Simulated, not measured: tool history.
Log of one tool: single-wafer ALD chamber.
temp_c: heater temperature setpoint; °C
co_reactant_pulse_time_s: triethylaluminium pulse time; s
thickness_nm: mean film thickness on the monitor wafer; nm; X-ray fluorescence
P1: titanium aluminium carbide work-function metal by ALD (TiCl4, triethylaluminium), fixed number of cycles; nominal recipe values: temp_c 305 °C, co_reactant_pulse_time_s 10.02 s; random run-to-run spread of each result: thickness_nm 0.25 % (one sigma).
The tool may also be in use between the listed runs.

run   hour  temp_c  co_reactant_pulse_time_s  hours since the last thermocouple change  hours since the last triethylaluminium bottle change  thickness_nm
  1    7.0     305                     10.02                                    1840.1                                                 550.8        2.1108
  2   19.0     305                     10.02                                    1852.1                                                 562.8        2.1112
  3   25.9     290                     10.02                                    1859.0                                                 569.7        1.9766
  4   38.1     305                     10.02                                    1871.2                                                 581.9        2.1156
  5   47.2     305                      3.83                                    1880.3                                                 591.0        1.5974
  6   55.1     305                     16.24                                    1888.2                                                 598.9        2.1770
  7   66.0     286                     13.36                                    1899.1                                                 609.8        1.9980
  8   77.3     327                     13.16                                    1910.4                                                 621.1        2.3616
  9   85.3     305                     10.02                                    1918.4                                                 629.1        2.1140
 10   91.2     329                     10.02                                    1924.3                                                 635.0        2.3340
 11  101.5     305                     10.02                                    1934.6                                                 645.3        2.1106
 12  110.2     305                     10.02                                    1943.3                                                 654.0        2.1060
 13  121.3     305                     10.02                                    1954.4                                                 665.1        2.0972
 14  128.3     305                     10.02                                    1961.4                                                 672.1        2.0971
 15  137.4     305                     10.02                                    1970.5                                                 681.2        2.0781
 16  148.9     305                     10.02                                    1982.0                                                 692.7        2.0788
 17  159.8     305                     10.02                                    1992.9                                                 703.6        2.0785
 18  171.1     305                     10.02                                    2004.2                                                 714.9        2.0725
 19  179.5     305                     10.02                                    2012.6                                                 723.3        2.0691

Run 20 comes next. What will it give?
 20  191.0     305                     10.02                                    2024.1                                                 734.8             ?

thickness_nm: 2.0658 nm
